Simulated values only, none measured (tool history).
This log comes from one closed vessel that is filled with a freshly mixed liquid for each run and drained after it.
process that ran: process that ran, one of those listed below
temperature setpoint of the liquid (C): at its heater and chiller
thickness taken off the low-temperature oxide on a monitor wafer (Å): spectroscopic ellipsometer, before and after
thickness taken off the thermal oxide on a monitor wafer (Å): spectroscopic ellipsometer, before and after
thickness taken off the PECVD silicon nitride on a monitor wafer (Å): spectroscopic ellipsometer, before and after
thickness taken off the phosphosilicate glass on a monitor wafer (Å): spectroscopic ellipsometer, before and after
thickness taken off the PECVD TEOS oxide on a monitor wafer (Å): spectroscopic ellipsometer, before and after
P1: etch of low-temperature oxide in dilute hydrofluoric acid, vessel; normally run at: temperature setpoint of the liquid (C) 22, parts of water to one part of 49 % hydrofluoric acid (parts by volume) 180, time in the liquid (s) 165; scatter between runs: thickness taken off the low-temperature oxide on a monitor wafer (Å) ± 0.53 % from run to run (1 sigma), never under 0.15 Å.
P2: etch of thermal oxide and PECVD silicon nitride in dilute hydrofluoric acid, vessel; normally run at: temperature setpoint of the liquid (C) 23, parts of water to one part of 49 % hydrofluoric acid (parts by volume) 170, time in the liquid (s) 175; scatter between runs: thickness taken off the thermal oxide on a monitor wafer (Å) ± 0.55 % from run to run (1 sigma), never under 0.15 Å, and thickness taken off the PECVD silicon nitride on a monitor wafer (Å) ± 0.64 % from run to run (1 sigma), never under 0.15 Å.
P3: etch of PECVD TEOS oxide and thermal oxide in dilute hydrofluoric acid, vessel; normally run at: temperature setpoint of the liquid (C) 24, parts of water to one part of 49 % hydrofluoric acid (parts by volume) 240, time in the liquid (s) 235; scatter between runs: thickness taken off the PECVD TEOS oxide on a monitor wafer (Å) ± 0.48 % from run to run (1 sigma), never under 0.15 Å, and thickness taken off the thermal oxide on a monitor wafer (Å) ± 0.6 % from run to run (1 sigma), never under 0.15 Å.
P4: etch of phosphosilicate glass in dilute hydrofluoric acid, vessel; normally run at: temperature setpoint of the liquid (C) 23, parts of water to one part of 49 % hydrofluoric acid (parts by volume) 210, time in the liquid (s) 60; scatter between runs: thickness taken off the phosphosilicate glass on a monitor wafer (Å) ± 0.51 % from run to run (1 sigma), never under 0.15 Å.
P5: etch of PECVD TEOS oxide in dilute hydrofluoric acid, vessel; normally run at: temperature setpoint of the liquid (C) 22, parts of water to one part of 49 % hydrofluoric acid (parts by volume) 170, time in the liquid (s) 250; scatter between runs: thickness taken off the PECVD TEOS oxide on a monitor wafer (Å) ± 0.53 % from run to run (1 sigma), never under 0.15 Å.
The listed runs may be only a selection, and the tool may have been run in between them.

run    day  process that ran  temperature setpoint of the liquid (C)  parts of water to one part of 49 % hydrofluoric acid (parts by volume)  time in the liquid (s)  hours since the thermometer was replaced  hours since the hydrofluoric acid flow meter was replaced  thickness taken off the low-temperature oxide on a monitor wafer (Å)  thickness taken off the thermal oxide on a monitor wafer (Å)  thickness taken off the PECVD silicon nitride on a monitor wafer (Å)  thickness taken off the phosphosilicate glass on a monitor wafer (Å)  thickness taken off the PECVD TEOS oxide on a monitor wafer (Å)
  1  0.175                P1                                      22                                                                     180                     165                                     298.7                                                      776.3                                                                89.125
  2  0.288                P2                                      23                                                                     170                     175                                     301.4                                                        779                                                                                                                              42.684                                                                45.962
  3  0.421                P4                                      23                                                                     130                      60                                     304.6                                                      782.2                                                                                                                                                                                                                                                                          849.48
  4   0.55                P1                                      22                                                                     255                     165                                     307.7                                                      785.3                                                                58.645
  5   0.75                P2                                      29                                                                     170                     175                                     312.5                                                      790.1                                                                                                                               51.72                                                                67.341
  6  0.954                P5                                      22                                                                     290                     250                                     317.4                                                        795                                                                                                                                                                                                                                                                                                                                           147.93
  7  1.112                P1                                      22                                                                     180                     320                                     321.2                                                      798.8                                                                173.25
  8  1.233                P4                                      17                                                                     210                      60                                     324.1                                                      801.7                                                                                                                                                                                                                                                                          380.76
  9  1.433                P1                                      17                                                                     180                     165                                     328.9                                                      806.5                                                                73.672
 10  1.579                P1                                      22                                                                     180                     165                                     332.4                                                        810                                                                    90
 11  1.808                P1                                    28.5                                                                     180                      80                                     337.9                                                      815.5                                                                54.221
     1.821  -- hydrofluoric acid flow meter replaced
 12  1.979                P1                                    27.5                                                                     180                     165                                       342                                                        3.9                                                                109.07
 13  2.212                P1                                    26.5                                                                     180                     300                                     347.6                                                        9.5                                                                191.65
 14  2.392                P4                                      23                                                                     210                      30                                     351.9                                                       13.8                                                                                                                                                                                                                                                                          238.79
 15   2.55                P3                                      24                                                                     240                     235                                     355.7                                                       17.6                                                                                                                              37.511                                                                                                                                                                                                       92.993
 16  2.733                P5                                      18                                                                     170                     250                                     360.1                                                         22                                                                                                                                                                                                                                                                                                                                           242.46
 17  2.929                P1                                      22                                                                     180                     165                                     364.8                                                       26.7                                                                89.382
 18  3.154                P1                                      22                                                                      45                     165                                     370.2                                                       32.1                                                                417.58
 19  3.279                P3                                      17                                                                     240                     235                                     373.2                                                       35.1                                                                                                                              29.074                                                                                                                                                                                                       71.122
 20  3.467                P2                                      23                                                                     170                     280                                     377.7                                                       39.6                                                                                                                              67.907                                                                74.162
 21  3.638                P3                                      24                                                                     390                     235                                     381.8                                                       43.7                                                                                                                              20.192                                                                                                                                                                                                       50.032
 22  3.758                P1                                      27                                                                     180                      55                                     384.7                                                       46.6                                                                35.973
 23  3.921                P3                                      24                                                                     240                     455                                     388.6                                                       50.5                                                                                                                               72.98                                                                                                                                                                                                       180.09
 24  4.096                P1                                      22                                                                     180                      75                                     392.8                                                       54.7                                                                40.543
 25  4.308                P5                                      22                                                                     170                     250                                     397.9                                                       59.8                                                                                                                                                                                                                                                                                                                                            285.8
 26  4.471                P5                                      22                                                                     170                     420                                     401.8                                                       63.7                                                                                                                                                                                                                                                                                                                                           479.73
 27  4.675                P4                                      23                                                                     210                      60                                     406.7                                                       68.6                                                                                                                                                                                                                                                                           478.7
 28  4.888                P1                                      22                                                                     180                     165                                     411.8                                                       73.7                                                                89.614
 29    5.1                P2                                      23                                                                     105                     175                                     416.9                                                       78.8                                                                                                                              73.408                                                                74.358
 30  5.262                P1                                      22                                                                     180                     165                                     420.8                                                       82.7                                                                90.054
 31  5.462                P1                                      22                                                                     180                     165                                     425.6                                                       87.5                                                                89.219
 32  5.588                P1                                      22                                                                     180                     165                                     428.6                                                       90.5                                                                86.689
 33  5.808                P1                                      22                                                                     180                     165                                     433.9                                                       95.8                                                                85.686
 34  5.954                P1                                      22                                                                     180                     165                                     437.4                                                       99.3                                                                85.007
 35  6.162                P1                                      22                                                                     180                     165                                     442.4                                                      104.3                                                                83.691
 36  6.417                P1                                      22                                                                     180                     165                                     448.5                                                      110.4                                                                83.787
 37  6.529                P1                                      22                                                                     180                     165                                     451.2                                                      113.1                                                                82.963
 38   6.65                P1                                      22                                                                     180                     165                                     454.1                                                        116                                                                83.249
 39  6.825                P1                                      22                                                                     180                     165                                     458.3                                                      120.2                                                                83.309

P1 has crept away from where it was. The log is fitted equally well by each of these 2 causes, at the sizes shown:
A: hydrofluoric acid flow below the setpoint (%) = 5.5
B: liquid colder than its thermometer reads (K) = 1.75
Onset of the creep was near day 5.462.

Question marks stand in for the results of the 4 check runs listed below, each run on one wafer. Under which run would the listed causes show clearly different results?
check 1    7                P5                                      22                                                                     275                     250                                                                                                                                                                                                                                                                                                                                                                                                                                                     ?
check 2    7                P2                                      26                                                                     170                     175                                                                                                                                                                                                                                        ?                                                                     ?
check 3    7                P4                                      17                                                                     210                      30                                                                                                                                                                                                                                                                                                                                                                                    ?
check 4    7                P3                                      18                                                                     240                     235                                                                                                                                                                                                                                        ?                                                                                                                                                                                                            ?

Expected result of each check under each candidate cause:
  check                                                                result    if A    if B
check 1       thickness taken off the PECVD TEOS oxide on a monitor wafer (Å)     148  149.17
check 2          thickness taken off the thermal oxide on a monitor wafer (Å)  43.877      44
check 2  thickness taken off the PECVD silicon nitride on a monitor wafer (Å)  52.958  50.155
check 3  thickness taken off the phosphosilicate glass on a monitor wafer (Å)  178.19  177.74
check 4          thickness taken off the thermal oxide on a monitor wafer (Å)  28.146  28.169
check 4       thickness taken off the PECVD TEOS oxide on a monitor wafer (Å)  69.157  69.215
Minimum pairwise separation of causes per check, each pair taken at its best-separating result: check 1 0.78 %; check 2 5.44 %; check 3 0.25 %; check 4 0.08 %
Only check 2 tells the causes apart: in the others they would give nearly the same result.

The results of check 2 are: thickness taken off the thermal oxide on a monitor wafer (Å) 44.202; thickness taken off the PECVD silicon nitride on a monitor wafer (Å) 50.664. Based on these, which of the listed causes is it?

Of the candidate causes, it is B: liquid colder than its thermometer reads (K).

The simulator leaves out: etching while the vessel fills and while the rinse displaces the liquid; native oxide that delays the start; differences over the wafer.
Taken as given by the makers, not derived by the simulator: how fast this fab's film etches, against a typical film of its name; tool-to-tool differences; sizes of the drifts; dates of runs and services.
